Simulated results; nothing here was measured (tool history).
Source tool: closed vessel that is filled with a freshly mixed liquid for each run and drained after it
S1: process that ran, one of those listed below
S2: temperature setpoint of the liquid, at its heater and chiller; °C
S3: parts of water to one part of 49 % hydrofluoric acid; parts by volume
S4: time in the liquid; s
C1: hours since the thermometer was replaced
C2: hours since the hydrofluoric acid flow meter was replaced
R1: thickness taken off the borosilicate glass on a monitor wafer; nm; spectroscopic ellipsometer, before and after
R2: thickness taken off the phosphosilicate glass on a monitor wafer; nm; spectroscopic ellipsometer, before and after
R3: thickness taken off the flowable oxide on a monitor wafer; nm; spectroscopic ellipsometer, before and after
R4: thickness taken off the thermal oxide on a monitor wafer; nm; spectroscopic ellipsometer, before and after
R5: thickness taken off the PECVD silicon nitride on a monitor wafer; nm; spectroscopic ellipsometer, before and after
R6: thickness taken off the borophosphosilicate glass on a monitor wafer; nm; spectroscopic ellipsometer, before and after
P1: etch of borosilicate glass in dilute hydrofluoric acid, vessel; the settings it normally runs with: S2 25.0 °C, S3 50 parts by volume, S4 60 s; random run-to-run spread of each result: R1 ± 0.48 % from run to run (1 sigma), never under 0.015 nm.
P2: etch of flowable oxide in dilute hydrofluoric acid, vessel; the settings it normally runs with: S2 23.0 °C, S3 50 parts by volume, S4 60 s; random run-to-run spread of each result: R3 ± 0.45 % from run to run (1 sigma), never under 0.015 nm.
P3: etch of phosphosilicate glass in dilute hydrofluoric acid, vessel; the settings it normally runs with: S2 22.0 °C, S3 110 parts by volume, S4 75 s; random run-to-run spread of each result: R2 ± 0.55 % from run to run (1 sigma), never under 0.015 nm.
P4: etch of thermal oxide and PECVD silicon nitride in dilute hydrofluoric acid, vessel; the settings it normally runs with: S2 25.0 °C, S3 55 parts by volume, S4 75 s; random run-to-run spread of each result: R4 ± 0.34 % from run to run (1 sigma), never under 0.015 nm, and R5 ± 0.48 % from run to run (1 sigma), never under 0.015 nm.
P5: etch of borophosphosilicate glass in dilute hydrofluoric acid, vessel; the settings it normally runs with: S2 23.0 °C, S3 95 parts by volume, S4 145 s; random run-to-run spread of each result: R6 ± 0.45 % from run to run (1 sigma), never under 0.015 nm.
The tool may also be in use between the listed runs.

Run 1, hour 3.9: S1 P1, S2 25.0 °C, S3 50 parts by volume, S4 60 s; C1 396.5; C2 521.3. Result: R1 28.938 nm.
Run 2, hour 9.2: S1 P3, S2 30.5 °C, S3 110 parts by volume, S4 75 s; C1 401.8; C2 526.6. Result: R2 51.170 nm.
Run 3, hour 14.3: S1 P1, S2 25.0 °C, S3 50 parts by volume, S4 110 s; C1 406.9; C2 531.7. Result: R1 52.804 nm.
Run 4, hour 17.1: S1 P1, S2 28.0 °C, S3 20 parts by volume, S4 60 s; C1 409.7; C2 534.5. Result: R1 86.054 nm.
Run 5, hour 20.9: S1 P1, S2 25.0 °C, S3 70 parts by volume, S4 60 s; C1 413.5; C2 538.3. Result: R1 20.052 nm.
Run 6, hour 26.8: S1 P2, S2 23.0 °C, S3 50 parts by volume, S4 60 s; C1 419.4; C2 544.2. Result: R3 28.547 nm.
Run 7, hour 30.9: S1 P3, S2 22.0 °C, S3 30 parts by volume, S4 75 s; C1 423.5; C2 548.3. Result: R2 150.850 nm.
Run 8, hour 35.3: S1 P1, S2 25.0 °C, S3 50 parts by volume, S4 60 s; C1 427.9; C2 552.7. Result: R1 29.140 nm.
Run 9, hour 38.6: S1 P1, S2 25.0 °C, S3 30 parts by volume, S4 60 s; C1 431.2; C2 556.0. Result: R1 49.663 nm.
Run 10, hour 43.7: S1 P1, S2 25.0 °C, S3 50 parts by volume, S4 60 s; C1 436.3; C2 561.1. Result: R1 29.120 nm.
Run 11, hour 50.1: S1 P1, S2 32.5 °C, S3 50 parts by volume, S4 85 s; C1 442.7; C2 567.5. Result: R1 54.972 nm.
Run 12, hour 56.1: S1 P4, S2 25.0 °C, S3 85 parts by volume, S4 75 s; C1 448.7; C2 573.5. Result: R4 4.7183 nm, R5 3.5654 nm.
Run 13, hour 59.2: S1 P1, S2 29.5 °C, S3 50 parts by volume, S4 60 s; C1 451.8; C2 576.6. Result: R1 34.843 nm.
Run 14, hour 62.4: S1 P1, S2 25.0 °C, S3 50 parts by volume, S4 30 s; C1 455.0; C2 579.8. Result: R1 14.472 nm.
Run 15, hour 65.8: S1 P2, S2 17.5 °C, S3 50 parts by volume, S4 60 s; C1 458.4; C2 583.2. Result: R3 22.760 nm.
Run 16, hour 69.0: S1 P2, S2 23.0 °C, S3 50 parts by volume, S4 30 s; C1 461.6; C2 586.4. Result: R3 14.292 nm.
Run 17, hour 72.3: S1 P1, S2 25.0 °C, S3 50 parts by volume, S4 60 s; C1 464.9; C2 589.7. Result: R1 29.140 nm.
Run 18, hour 75.1: S1 P5, S2 23.0 °C, S3 20 parts by volume, S4 145 s; C1 467.7; C2 592.5. Result: R6 257.700 nm.
Run 19, hour 79.7: S1 P1, S2 25.0 °C, S3 50 parts by volume, S4 60 s; C1 472.3; C2 597.1. Result: R1 29.413 nm.
Run 20, hour 84.6: S1 P1, S2 17.0 °C, S3 50 parts by volume, S4 60 s; C1 477.2; C2 602.0. Result: R1 20.701 nm.
Run 21, hour 90.0: S1 P4, S2 25.0 °C, S3 55 parts by volume, S4 75 s; C1 482.6; C2 607.4. Result: R4 7.5839 nm, R5 5.3797 nm.
Run 22, hour 96.0: S1 P2, S2 23.0 °C, S3 70 parts by volume, S4 60 s; C1 488.6; C2 613.4. Result: R3 20.014 nm.
Run 23, hour 100.4: S1 P4, S2 25.0 °C, S3 55 parts by volume, S4 30 s; C1 493.0; C2 617.8. Result: R4 3.0162 nm, R5 2.1605 nm.
Run 24, hour 106.0: S1 P5, S2 23.0 °C, S3 95 parts by volume, S4 65 s; C1 498.6; C2 623.4. Result: R6 22.110 nm.
Run 25, hour 109.3: S1 P4, S2 17.0 °C, S3 55 parts by volume, S4 75 s; C1 501.9; C2 626.7. Result: R4 5.4359 nm, R5 3.1270 nm.
Run 26, hour 113.9: S1 P1, S2 25.0 °C, S3 70 parts by volume, S4 30 s; C1 506.5; C2 631.3. Result: R1 10.164 nm.
Run 27, hour 117.8: S1 P5, S2 23.0 °C, S3 95 parts by volume, S4 145 s; C1 510.4; C2 635.2. Result: R6 49.777 nm.
Run 28, hour 123.6: S1 P5, S2 29.5 °C, S3 95 parts by volume, S4 145 s; C1 516.2; C2 641.0. Result: R6 63.399 nm.
Run 29, hour 128.0: S1 P3, S2 22.0 °C, S3 110 parts by volume, S4 75 s; C1 520.6; C2 645.4. Result: R2 37.016 nm.
Run 30, hour 131.0: S1 P1, S2 25.0 °C, S3 50 parts by volume, S4 60 s; C1 523.6; C2 648.4. Result: R1 28.802 nm.
Run 31, hour 137.2: S1 P3, S2 22.0 °C, S3 110 parts by volume, S4 145 s; C1 529.8; C2 654.6. Result: R2 71.359 nm.
Run 32, hour 143.2: S1 P1, S2 25.0 °C, S3 50 parts by volume, S4 60 s; C1 535.8; C2 660.6. Result: R1 29.069 nm.
Run 33, hour 149.6: S1 P1, S2 25.0 °C, S3 50 parts by volume, S4 60 s; C1 542.2; C2 667.0. Result: R1 27.932 nm.
Run 34, hour 155.8: S1 P1, S2 25.0 °C, S3 50 parts by volume, S4 60 s; C1 548.4; C2 673.2. Result: R1 27.474 nm.
Run 35, hour 161.3: S1 P1, S2 25.0 °C, S3 50 parts by volume, S4 60 s; C1 553.9; C2 678.7. Result: R1 27.033 nm.
Run 36, hour 165.4: S1 P1, S2 25.0 °C, S3 50 parts by volume, S4 60 s; C1 558.0; C2 682.8. Result: R1 27.077 nm.
Run 37, hour 169.0: S1 P1, S2 25.0 °C, S3 50 parts by volume, S4 60 s; C1 561.6; C2 686.4. Result: R1 27.105 nm.
Run 38, hour 172.3: S1 P1, S2 25.0 °C, S3 50 parts by volume, S4 60 s; C1 564.9; C2 689.7. Result: R1 27.005 nm.
Run 39, hour 175.3: S1 P1, S2 25.0 °C, S3 50 parts by volume, S4 60 s; C1 567.9; C2 692.7. Result: R1 26.841 nm.
Run 40, hour 181.3: S1 P1, S2 25.0 °C, S3 50 parts by volume, S4 60 s; C1 573.9; C2 698.7. Result: R1 27.058 nm.
Run 41, hour 184.8: S1 P1, S2 25.0 °C, S3 50 parts by volume, S4 60 s; C1 577.4; C2 702.2. Result: R1 26.883 nm.
Run 42, hour 190.4: S1 P1, S2 25.0 °C, S3 50 parts by volume, S4 60 s; C1 583.0; C2 707.8. Result: R1 26.799 nm.

Compared with where it was, what P1 gives has crept away. Each cause listed below fits the log as well as the rest, at the size given for it:
A: hydrofluoric acid flow below the setpoint (%) = 7.18
B: liquid colder than its thermometer reads (K) = 1.94
The drift started at roughly hour 143.2.

The check runs listed below each take one wafer, and their results are still question marks. Under which run would the listed causes lead to clearly different results?
Run check 1, hour 196.0: S1 P2, S2 23.0 °C, S3 50 parts by volume, S4 60 s. Result: R3 ?.
Run check 2, hour 196.0: S1 P5, S2 23.0 °C, S3 95 parts by volume, S4 145 s. Result: R6 ?.
Run check 3, hour 196.0: S1 P3, S2 22.0 °C, S3 110 parts by volume, S4 75 s. Result: R2 ?.
Run check 4, hour 196.0: S1 P4, S2 25.0 °C, S3 55 parts by volume, S4 75 s. Result: R4 ?, R5 ?.

Outcome of each check run for each possible cause:
  check  result    if A    if B
check 1      R3  26.375  26.334
check 2      R6  45.391  45.612
check 3      R2  34.011  34.211
check 4      R4  7.0061  7.0106
check 4      R5  5.0188  4.7391
Per check, the gap between the least separated pair of causes, taken in the result that splits them most: check 1 0.15 %; check 2 0.48 %; check 3 0.58 %; check 4 5.73 %
The other checks would show nearly matching results whichever cause is true, so check 4 is the only one that separates the causes.

After running check 4, the following was obtained: R4 7.0172 nm; R5 4.9746 nm. Which cause does this point to?

Of the candidate causes, it is A: hydrofluoric acid flow below the setpoint (%).

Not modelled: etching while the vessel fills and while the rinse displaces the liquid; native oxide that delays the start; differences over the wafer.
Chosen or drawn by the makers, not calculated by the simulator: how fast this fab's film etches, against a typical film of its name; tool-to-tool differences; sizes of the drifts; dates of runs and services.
